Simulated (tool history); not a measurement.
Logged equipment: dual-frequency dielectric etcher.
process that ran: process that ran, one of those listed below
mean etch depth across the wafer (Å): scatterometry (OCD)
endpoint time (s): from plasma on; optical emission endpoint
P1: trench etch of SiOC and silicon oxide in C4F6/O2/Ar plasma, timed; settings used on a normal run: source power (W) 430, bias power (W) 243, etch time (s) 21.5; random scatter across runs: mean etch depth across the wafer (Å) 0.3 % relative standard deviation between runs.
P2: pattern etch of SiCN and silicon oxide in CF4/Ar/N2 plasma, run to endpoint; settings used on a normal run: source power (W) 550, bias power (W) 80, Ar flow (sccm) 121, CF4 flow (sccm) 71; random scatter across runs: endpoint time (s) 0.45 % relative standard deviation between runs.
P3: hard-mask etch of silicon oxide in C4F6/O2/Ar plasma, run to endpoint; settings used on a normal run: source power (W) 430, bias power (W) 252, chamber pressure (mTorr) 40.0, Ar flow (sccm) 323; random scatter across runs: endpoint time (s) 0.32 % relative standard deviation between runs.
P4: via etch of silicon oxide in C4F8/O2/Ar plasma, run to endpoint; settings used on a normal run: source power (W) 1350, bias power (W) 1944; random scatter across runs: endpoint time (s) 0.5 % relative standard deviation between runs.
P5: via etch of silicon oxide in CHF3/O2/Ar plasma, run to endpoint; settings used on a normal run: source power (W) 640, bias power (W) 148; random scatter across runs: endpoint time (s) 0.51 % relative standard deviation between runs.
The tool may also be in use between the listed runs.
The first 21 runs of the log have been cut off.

run,hour,process that ran,source power (W),bias power (W),etch time (s),chamber pressure (mTorr),Ar flow (sccm),CF4 flow (sccm),hours since the last wet clean,hours since the last source power generator calibration,hours since the last bias power generator calibration,mean etch depth across the wafer (Å),endpoint time (s)
22,227.5,P2,550,80,,,121,71,534.4,1781.1,1450.4,,16.110
23,242.7,P1,430,188,21.5,,,,549.6,1796.3,1465.6,437.76,
24,253.1,P1,430,243,29.5,,,,560.0,1806.7,1476.0,653.09,
25,268.9,P3,430,252,,31.5,323,,575.8,1822.5,1491.8,,58.752
26,280.3,P4,1350,1944,,,,,587.2,1833.9,1503.2,,295.760
27,291.4,P2,550,80,,,162,71,598.3,1845.0,1514.3,,16.805
28,299.9,P4,880,1944,,,,,606.8,1853.5,1522.8,,347.770
29,309.2,P2,550,50,,,121,71,616.1,1862.8,1532.1,,18.780
30,324.3,P1,430,243,21.5,,,,631.2,1877.9,1547.2,474.11,
31,334.5,P5,640,200,,,,,641.4,1888.1,1557.4,,224.920
32,349.7,P1,430,243,21.5,,,,656.6,1903.3,1572.6,473.82,
33,362.4,P1,430,243,21.5,,,,669.3,1916.0,1585.3,478.14,
34,369.4,P1,430,243,21.5,,,,676.3,1923.0,1592.3,479.20,

The next listed run, before its measurement:
35,380.5,P1,430,243,21.5,,,,687.4,1934.1,1603.4,?,

For run 35 the tool returned mean etch depth across the wafer (Å) 481.94.

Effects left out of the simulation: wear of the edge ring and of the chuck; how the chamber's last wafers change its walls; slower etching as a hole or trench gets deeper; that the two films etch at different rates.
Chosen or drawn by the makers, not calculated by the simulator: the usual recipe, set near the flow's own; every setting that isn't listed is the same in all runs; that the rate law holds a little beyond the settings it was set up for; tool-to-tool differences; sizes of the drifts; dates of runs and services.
